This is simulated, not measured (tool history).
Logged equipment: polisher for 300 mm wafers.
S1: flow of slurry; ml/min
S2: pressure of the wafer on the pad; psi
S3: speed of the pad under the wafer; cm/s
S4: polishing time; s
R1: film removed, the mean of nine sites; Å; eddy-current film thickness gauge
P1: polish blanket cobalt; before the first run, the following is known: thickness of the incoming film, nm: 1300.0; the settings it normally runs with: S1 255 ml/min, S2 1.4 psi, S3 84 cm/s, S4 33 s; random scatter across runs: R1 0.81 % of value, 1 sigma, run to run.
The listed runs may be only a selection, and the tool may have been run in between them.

run 1 hour=2.6 | S1=255 S2=1.4 S3=84 S4=33 | R1=951.47
run 2 hour=5.4 | S1=325 S2=1.4 S3=84 S4=33 | R1=976.02
run 3 hour=9.4 | S1=255 S2=1.4 S3=132 S4=33 | R1=1493.70
run 4 hour=11.9 | S1=255 S2=1.4 S3=84 S4=33 | R1=949.99
-- hour=13.0 head pressure recalibrated
run 5 hour=16.3 | S1=255 S2=1.4 S3=84 S4=33 | R1=961.20
run 6 hour=18.6 | S1=255 S2=1.4 S3=84 S4=33 | R1=942.80
run 7 hour=22.3 | S1=255 S2=1.4 S3=38 S4=33 | R1=421.49
run 8 hour=24.8 | S1=255 S2=2.0 S3=84 S4=33 | R1=1328.40
run 9 hour=27.9 | S1=255 S2=1.4 S3=84 S4=50 | R1=1436.70
run 10 hour=32.1 | S1=255 S2=2.2 S3=108 S4=33 | R1=1927.30
run 11 hour=35.9 | S1=155 S2=1.4 S3=84 S4=33 | R1=875.44
run 12 hour=39.3 | S1=255 S2=1.4 S3=84 S4=15 | R1=434.53
run 13 hour=42.4 | S1=255 S2=0.6 S3=84 S4=44 | R1=540.25
run 14 hour=45.2 | S1=255 S2=0.7 S3=84 S4=33 | R1=468.96
run 15 hour=49.6 | S1=255 S2=1.4 S3=84 S4=33 | R1=952.17
run 16 hour=52.9 | S1=255 S2=1.4 S3=84 S4=33 | R1=940.77
run 17 hour=57.5 | S1=255 S2=1.4 S3=84 S4=33 | R1=909.18
run 18 hour=60.8 | S1=255 S2=1.4 S3=84 S4=33 | R1=908.25
-- hour=63.8 head pressure recalibrated
run 19 hour=64.7 | S1=255 S2=1.4 S3=84 S4=33 | R1=910.30
run 20 hour=67.4 | S1=255 S2=1.4 S3=84 S4=33 | R1=898.23
run 21 hour=69.6 | S1=255 S2=1.4 S3=84 S4=33 | R1=882.39
run 22 hour=73.5 | S1=255 S2=1.4 S3=84 S4=33 | R1=888.45
run 23 hour=76.1 | S1=255 S2=1.4 S3=84 S4=33 | R1=895.56
run 24 hour=80.7 | S1=255 S2=1.4 S3=84 S4=33 | R1=886.58

The output of P1 has drifted from where it used to be. Each of the 2 causes below, taken at the size shown beside it, accounts for the log equally well:
A: removal rate lost through wear of the pad, % = 5.73
B: slurry flow missing at the pad, % = 36.4
Onset of the creep was near hour 49.6.
All other causes, with the reason each is excluded:
head's pressure below its setpoint, %: its service at hour 63.8 followed the start of the drift and did not put the process back to its old value

4 check runs are offered, each on 5 wafers whose results are averaged, their results left as question marks. Which one tells the causes apart?
run check 1 hour=85.3 | S1=160 S2=1.9 S3=84 S4=33 | R1=?
run check 2 hour=85.3 | S1=255 S2=0.8 S3=84 S4=40 | R1=?
run check 3 hour=85.3 | S1=255 S2=1.4 S3=110 S4=33 | R1=?
run check 4 hour=85.3 | S1=255 S2=1.0 S3=84 S4=15 | R1=?

How each check would come out, cause by cause:
check=check_1 result=R1 if_A=1141.50 if_B=1105.70
check=check_2 result=R1 if_A=619.38 if_B=619.35
check=check_3 result=R1 if_A=1171.00 if_B=1171.00
check=check_4 result=R1 if_A=290.34 if_B=290.32
Per-check spread between the two closest causes, in the result where they differ most: check 1 3.19 %; check 2 0 %; check 3 0 %; check 4 0 %
Only check 1 tells the causes apart: in the others they would give nearly the same result.

With check 1 done, the readings were: R1 1104.30 Å. Identify which of the listed causes applies.

It is B: slurry flow missing at the pad, %.

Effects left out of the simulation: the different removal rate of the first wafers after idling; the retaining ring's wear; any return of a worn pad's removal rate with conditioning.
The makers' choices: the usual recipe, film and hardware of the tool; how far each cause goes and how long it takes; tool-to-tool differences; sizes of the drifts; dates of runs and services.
